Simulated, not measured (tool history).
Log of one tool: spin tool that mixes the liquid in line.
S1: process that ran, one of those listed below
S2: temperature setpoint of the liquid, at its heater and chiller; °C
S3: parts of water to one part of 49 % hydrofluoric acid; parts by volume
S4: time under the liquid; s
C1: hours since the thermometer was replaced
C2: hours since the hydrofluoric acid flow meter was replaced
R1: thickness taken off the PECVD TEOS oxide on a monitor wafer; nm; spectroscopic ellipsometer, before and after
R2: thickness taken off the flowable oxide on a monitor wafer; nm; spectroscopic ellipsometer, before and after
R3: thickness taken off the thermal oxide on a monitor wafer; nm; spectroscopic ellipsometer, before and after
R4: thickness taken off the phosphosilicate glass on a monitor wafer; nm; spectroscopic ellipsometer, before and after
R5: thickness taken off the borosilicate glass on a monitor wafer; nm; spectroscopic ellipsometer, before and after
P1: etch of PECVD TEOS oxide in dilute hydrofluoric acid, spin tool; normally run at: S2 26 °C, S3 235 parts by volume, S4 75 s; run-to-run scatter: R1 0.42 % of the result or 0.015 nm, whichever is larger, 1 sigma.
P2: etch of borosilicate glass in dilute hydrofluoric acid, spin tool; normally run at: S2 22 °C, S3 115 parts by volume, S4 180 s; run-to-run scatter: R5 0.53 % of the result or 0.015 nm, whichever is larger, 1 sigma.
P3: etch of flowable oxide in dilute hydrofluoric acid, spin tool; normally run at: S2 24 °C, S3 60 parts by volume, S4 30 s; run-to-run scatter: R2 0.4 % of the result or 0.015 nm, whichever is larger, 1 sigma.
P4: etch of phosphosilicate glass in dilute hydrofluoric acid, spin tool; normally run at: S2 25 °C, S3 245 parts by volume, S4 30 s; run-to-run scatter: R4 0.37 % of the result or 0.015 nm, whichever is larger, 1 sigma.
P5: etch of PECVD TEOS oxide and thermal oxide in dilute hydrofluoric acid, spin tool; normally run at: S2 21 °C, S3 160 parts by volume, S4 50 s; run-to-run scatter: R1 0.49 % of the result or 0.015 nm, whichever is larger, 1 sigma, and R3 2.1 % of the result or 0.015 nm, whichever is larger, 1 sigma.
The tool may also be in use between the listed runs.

Run 1, hour 11.8: S1 P1, S2 26 °C, S3 235 parts by volume, S4 75 s; C1 1094.2; C2 830.2. Result: R1 5.1682 nm.
Run 2, hour 24.6: S1 P3, S2 24 °C, S3 35 parts by volume, S4 30 s; C1 1107; C2 843. Result: R2 31.445 nm.
Run 3, hour 35.3: S1 P1, S2 26 °C, S3 235 parts by volume, S4 75 s; C1 1117.7; C2 853.7. Result: R1 5.1564 nm.
Run 4, hour 47.7: S1 P3, S2 24 °C, S3 60 parts by volume, S4 30 s; C1 1130.1; C2 866.1. Result: R2 17.757 nm.
Run 5, hour 55.5: S1 P1, S2 26 °C, S3 65 parts by volume, S4 75 s; C1 1137.9; C2 873.9. Result: R1 22.713 nm.
Run 6, hour 67.8: S1 P3, S2 24 °C, S3 60 parts by volume, S4 15 s; C1 1150.2; C2 886.2. Result: R2 8.9004 nm.
Run 7, hour 79.5: S1 P5, S2 17 °C, S3 160 parts by volume, S4 50 s; C1 1161.9; C2 897.9. Result: R1 4.0287 nm, R3 1.074 nm.
Run 8, hour 91.9: S1 P1, S2 34 °C, S3 405 parts by volume, S4 75 s; C1 1174.3; C2 910.3. Result: R1 3.2203 nm.
Run 9, hour 104.2: S1 P1, S2 26 °C, S3 235 parts by volume, S4 75 s; C1 1186.6; C2 922.6. Result: R1 5.1896 nm.
Run 10, hour 117: S1 P4, S2 25 °C, S3 430 parts by volume, S4 30 s; C1 1199.4; C2 935.4. Result: R4 3.0324 nm.
Run 11, hour 128.5: S1 P5, S2 21 °C, S3 260 parts by volume, S4 50 s; C1 1210.9; C2 946.9. Result: R1 2.6385 nm, R3 0.64049 nm.
Run 12, hour 137.7: S1 P3, S2 17 °C, S3 60 parts by volume, S4 30 s; C1 1220.1; C2 956.1. Result: R2 13.057 nm.
Run 13, hour 147.8: S1 P1, S2 26 °C, S3 235 parts by volume, S4 75 s; C1 1230.2; C2 966.2. Result: R1 5.1795 nm.
Run 14, hour 159.9: S1 P4, S2 25 °C, S3 245 parts by volume, S4 15 s; C1 1242.3; C2 978.3. Result: R4 3.1556 nm.
Run 15, hour 166.7: S1 P2, S2 22 °C, S3 115 parts by volume, S4 180 s; C1 1249.1; C2 985.1. Result: R5 37.734 nm.
Run 16, hour 176.9: S1 P1, S2 26 °C, S3 235 parts by volume, S4 75 s; C1 1259.3; C2 995.3. Result: R1 5.1875 nm.
Run 17, hour 185.5: S1 P2, S2 17 °C, S3 115 parts by volume, S4 180 s; C1 1267.9; C2 1003.9. Result: R5 30.266 nm.
Run 18, hour 191.6: S1 P2, S2 22 °C, S3 115 parts by volume, S4 180 s; C1 1274; C2 1010. Result: R5 38.059 nm.
Run 19, hour 197.3: S1 P1, S2 26 °C, S3 235 parts by volume, S4 30 s; C1 1279.7; C2 1015.7. Result: R1 2.0653 nm.
Run 20, hour 208: S1 P1, S2 26 °C, S3 235 parts by volume, S4 140 s; C1 1290.4; C2 1026.4. Result: R1 9.6557 nm.
Run 21, hour 218.5: S1 P1, S2 26 °C, S3 235 parts by volume, S4 75 s; C1 1300.9; C2 1036.9. Result: R1 5.17 nm.
Run 22, hour 224.4: S1 P5, S2 21 °C, S3 160 parts by volume, S4 80 s; C1 1306.8; C2 1042.8. Result: R1 7.571 nm, R3 1.9596 nm.
Run 23, hour 232.5: S1 P1, S2 21 °C, S3 235 parts by volume, S4 75 s; C1 1314.9; C2 1050.9. Result: R1 4.3398 nm.
Run 24, hour 242.5: S1 P4, S2 25 °C, S3 245 parts by volume, S4 30 s; C1 1324.9; C2 1060.9. Result: R4 6.3412 nm.
Run 25, hour 253.5: S1 P1, S2 26 °C, S3 370 parts by volume, S4 75 s; C1 1335.9; C2 1071.9. Result: R1 2.8617 nm.
Run 26, hour 266.4: S1 P1, S2 26 °C, S3 235 parts by volume, S4 75 s; C1 1348.8; C2 1084.8. Result: R1 5.1918 nm.
Run 27, hour 278.5: S1 P2, S2 22 °C, S3 215 parts by volume, S4 180 s; C1 1360.9; C2 1096.9. Result: R5 18.005 nm.
Run 28, hour 290.6: S1 P1, S2 34 °C, S3 235 parts by volume, S4 75 s; C1 1373; C2 1109. Result: R1 6.7828 nm.
Run 29, hour 302.3: S1 P5, S2 21 °C, S3 160 parts by volume, S4 50 s; C1 1384.7; C2 1120.7. Result: R1 4.6916 nm, R3 1.2233 nm.
Run 30, hour 312.8: S1 P2, S2 22 °C, S3 115 parts by volume, S4 90 s; C1 1395.2; C2 1131.2. Result: R5 18.885 nm.
Run 31, hour 320.4: S1 P4, S2 33 °C, S3 245 parts by volume, S4 30 s; C1 1402.8; C2 1138.8. Result: R4 8.3261 nm.
Run 32, hour 331: S1 P1, S2 26 °C, S3 235 parts by volume, S4 75 s; C1 1413.4; C2 1149.4. Result: R1 5.2039 nm.
Run 33, hour 340.1: S1 P1, S2 26 °C, S3 235 parts by volume, S4 75 s; C1 1422.5; C2 1158.5. Result: R1 4.9241 nm.

The next listed run, before its measurement:
Run 34, hour 348.9: S1 P1, S2 26 °C, S3 235 parts by volume, S4 75 s; C1 1431.3; C2 1167.3. Result: R1 ?.

{"run 34": {"R1": 4.8731}}
